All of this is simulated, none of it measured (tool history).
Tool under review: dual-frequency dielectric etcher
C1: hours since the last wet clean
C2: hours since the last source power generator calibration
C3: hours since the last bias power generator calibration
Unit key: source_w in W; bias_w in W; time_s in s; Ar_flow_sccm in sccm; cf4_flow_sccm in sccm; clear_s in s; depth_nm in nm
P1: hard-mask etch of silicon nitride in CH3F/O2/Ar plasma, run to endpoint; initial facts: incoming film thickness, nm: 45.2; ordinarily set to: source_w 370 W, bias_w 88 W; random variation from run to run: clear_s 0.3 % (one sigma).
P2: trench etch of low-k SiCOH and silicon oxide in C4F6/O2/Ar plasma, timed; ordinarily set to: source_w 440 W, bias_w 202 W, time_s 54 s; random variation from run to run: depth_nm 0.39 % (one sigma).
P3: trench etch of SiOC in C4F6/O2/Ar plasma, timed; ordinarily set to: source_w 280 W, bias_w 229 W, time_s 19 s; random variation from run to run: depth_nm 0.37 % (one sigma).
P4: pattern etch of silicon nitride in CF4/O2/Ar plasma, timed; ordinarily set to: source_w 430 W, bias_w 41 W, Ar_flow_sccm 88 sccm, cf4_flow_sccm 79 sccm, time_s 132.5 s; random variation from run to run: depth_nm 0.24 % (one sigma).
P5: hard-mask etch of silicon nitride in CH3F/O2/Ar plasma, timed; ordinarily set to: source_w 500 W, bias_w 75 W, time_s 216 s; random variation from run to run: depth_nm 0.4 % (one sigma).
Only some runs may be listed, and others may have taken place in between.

run 1 day=0.404 | process=P1 source_w=370 bias_w=88 | C1=181.1 C2=3761.6 C3=2091.9 | clear_s=62.125
run 2 day=0.946 | process=P3 source_w=390 bias_w=229 time_s=19 | C1=194.1 C2=3774.6 C3=2104.9 | depth_nm=41.497
run 3 day=1.192 | process=P4 source_w=430 bias_w=41 time_s=132.5 Ar_flow_sccm=59 cf4_flow_sccm=79 | C1=200 C2=3780.5 C3=2110.8 | depth_nm=215.49
run 4 day=1.575 | process=P3 source_w=280 bias_w=229 time_s=14.5 | C1=209.2 C2=3789.7 C3=2120 | depth_nm=27.841
run 5 day=2.121 | process=P5 source_w=500 bias_w=75 time_s=216 | C1=222.3 C2=3802.8 C3=2133.1 | depth_nm=170.07
-- day=2.192 wet clean of the chamber
run 6 day=2.396 | process=P5 source_w=370 bias_w=75 time_s=216 | C1=5 C2=3809.4 C3=2139.7 | depth_nm=151.02
run 7 day=2.746 | process=P2 source_w=440 bias_w=202 time_s=54 | C1=13.4 C2=3817.8 C3=2148.1 | depth_nm=188.8
-- day=2.8 bias power generator calibrated
run 8 day=3.267 | process=P1 source_w=440 bias_w=120 | C1=25.9 C2=3830.3 C3=11.3 | clear_s=51.874
run 9 day=3.667 | process=P5 source_w=500 bias_w=75 time_s=216 | C1=35.5 C2=3839.9 C3=20.9 | depth_nm=170.69
run 10 day=4.017 | process=P1 source_w=270 bias_w=88 | C1=43.9 C2=3848.3 C3=29.3 | clear_s=70.075
run 11 day=4.283 | process=P2 source_w=270 bias_w=202 time_s=54 | C1=50.3 C2=3854.7 C3=35.7 | depth_nm=155.46
run 12 day=4.708 | process=P1 source_w=370 bias_w=107 | C1=60.5 C2=3864.9 C3=45.9 | clear_s=57.99
run 13 day=5.225 | process=P4 source_w=430 bias_w=41 time_s=132.5 Ar_flow_sccm=88 cf4_flow_sccm=79 | C1=72.9 C2=3877.3 C3=58.3 | depth_nm=205.23
run 14 day=5.483 | process=P1 source_w=370 bias_w=88 | C1=79.1 C2=3883.5 C3=64.5 | clear_s=62.441
run 15 day=5.858 | process=P2 source_w=440 bias_w=202 time_s=54 | C1=88.1 C2=3892.5 C3=73.5 | depth_nm=188.79
run 16 day=6.129 | process=P4 source_w=430 bias_w=41 time_s=132.5 Ar_flow_sccm=88 cf4_flow_sccm=59 | C1=94.6 C2=3899 C3=80 | depth_nm=196.15
run 17 day=6.492 | process=P4 source_w=430 bias_w=54 time_s=132.5 Ar_flow_sccm=88 cf4_flow_sccm=79 | C1=103.3 C2=3907.7 C3=88.7 | depth_nm=227.31
run 18 day=6.8 | process=P2 source_w=440 bias_w=120 time_s=54 | C1=110.7 C2=3915.1 C3=96.1 | depth_nm=161.26
run 19 day=7.079 | process=P1 source_w=240 bias_w=70 | C1=117.4 C2=3921.8 C3=102.8 | clear_s=79.218
run 20 day=7.325 | process=P4 source_w=430 bias_w=41 time_s=132.5 Ar_flow_sccm=88 cf4_flow_sccm=79 | C1=123.3 C2=3927.7 C3=108.7 | depth_nm=205.31
run 21 day=7.767 | process=P2 source_w=440 bias_w=202 time_s=30.5 | C1=133.9 C2=3938.3 C3=119.3 | depth_nm=107.07
run 22 day=8.138 | process=P1 source_w=440 bias_w=119 | C1=142.8 C2=3947.2 C3=128.2 | clear_s=52.006
run 23 day=8.583 | process=P4 source_w=290 bias_w=41 time_s=132.5 Ar_flow_sccm=88 cf4_flow_sccm=79 | C1=153.5 C2=3957.9 C3=138.9 | depth_nm=145.48
run 24 day=9.017 | process=P1 source_w=370 bias_w=88 | C1=163.9 C2=3968.3 C3=149.3 | clear_s=61.738
run 25 day=9.271 | process=P1 source_w=370 bias_w=88 | C1=170 C2=3974.4 C3=155.4 | clear_s=62.252
run 26 day=9.542 | process=P3 source_w=280 bias_w=324 time_s=19 | C1=176.5 C2=3980.9 C3=161.9 | depth_nm=41.437
run 27 day=9.871 | process=P4 source_w=430 bias_w=41 time_s=82.5 Ar_flow_sccm=88 cf4_flow_sccm=79 | C1=184.4 C2=3988.8 C3=169.8 | depth_nm=127.83
run 28 day=10.3 | process=P5 source_w=500 bias_w=75 time_s=119 | C1=194.7 C2=3999.1 C3=180.1 | depth_nm=94.274
run 29 day=10.633 | process=P1 source_w=370 bias_w=54 | C1=202.7 C2=4007.1 C3=188.1 | clear_s=73.427
run 30 day=10.954 | process=P5 source_w=500 bias_w=96 time_s=216 | C1=210.4 C2=4014.8 C3=195.8 | depth_nm=184.41
run 31 day=11.492 | process=P1 source_w=500 bias_w=88 | C1=223.3 C2=4027.7 C3=208.7 | clear_s=55.826
run 32 day=11.912 | process=P3 source_w=280 bias_w=229 time_s=19 | C1=233.4 C2=4037.8 C3=218.8 | depth_nm=36.771
run 33 day=12.279 | process=P1 source_w=370 bias_w=88 | C1=242.2 C2=4046.6 C3=227.6 | clear_s=62.229
run 34 day=12.621 | process=P1 source_w=370 bias_w=88 | C1=250.4 C2=4054.8 C3=235.8 | clear_s=62.522
run 35 day=12.942 | process=P1 source_w=370 bias_w=88 | C1=258.1 C2=4062.5 C3=243.5 | clear_s=62.763
run 36 day=13.367 | process=P1 source_w=370 bias_w=88 | C1=268.3 C2=4072.7 C3=253.7 | clear_s=62.882
-- day=13.404 wet clean of the chamber
run 37 day=13.7 | process=P1 source_w=370 bias_w=88 | C1=7.2 C2=4080.7 C3=261.7 | clear_s=62.98
run 38 day=14.233 | process=P1 source_w=370 bias_w=88 | C1=20 C2=4093.5 C3=274.5 | clear_s=63.2
run 39 day=14.538 | process=P1 source_w=370 bias_w=88 | C1=27.3 C2=4100.8 C3=281.8 | clear_s=63.593
run 40 day=15.054 | process=P1 source_w=370 bias_w=88 | C1=39.7 C2=4113.2 C3=294.2 | clear_s=63.085

The log shows P1 creeping away from where it was. Any of the 2 causes listed here, at the size stated for it, fits the log just as well as the others:
A: source power that arrives under what is set, % = 4.47
B: bias power that arrives under what is set, % = 4.67
Creep in the process output first set in at about day 12.279.
Each remaining cause and why it is not a fit:
chamber walls in a state that lowers the etch rate, %: serviced at day 13.404, after the drift had started, without restoring the earlier output

Consider the 4 single-wafer check runs listed below, results given as question marks: which one distinguishes between the causes by giving clearly different results for each?
run check 1 day=15.571 | process=P3 source_w=370 bias_w=277 time_s=19 | depth_nm=?
run check 2 day=15.571 | process=P5 source_w=500 bias_w=75 time_s=132 | depth_nm=?
run check 3 day=15.571 | process=P4 source_w=430 bias_w=53 time_s=132.5 Ar_flow_sccm=88 cf4_flow_sccm=79 | depth_nm=?
run check 4 day=15.571 | process=P2 source_w=290 bias_w=202 time_s=30.5 | depth_nm=?

Outcome of each check run for each possible cause:
check=check_1 result=depth_nm if_A=42.929 if_B=42.965
check=check_2 result=depth_nm if_A=101.91 if_B=102.03
check=check_3 result=depth_nm if_A=217.09 if_B=221.74
check=check_4 result=depth_nm if_A=89.287 if_B=89.448
Minimum pairwise separation of causes per check, each pair taken at its best-separating result: check 1 0.08 %; check 2 0.12 %; check 3 2.12 %; check 4 0.18 %
Only check 3 tells the causes apart: in the others they would give nearly the same result.

The results of check 3 are: depth_nm 221.23 nm. Based on these, which of the listed causes is it?

B is the cause: bias power that arrives under what is set, %.
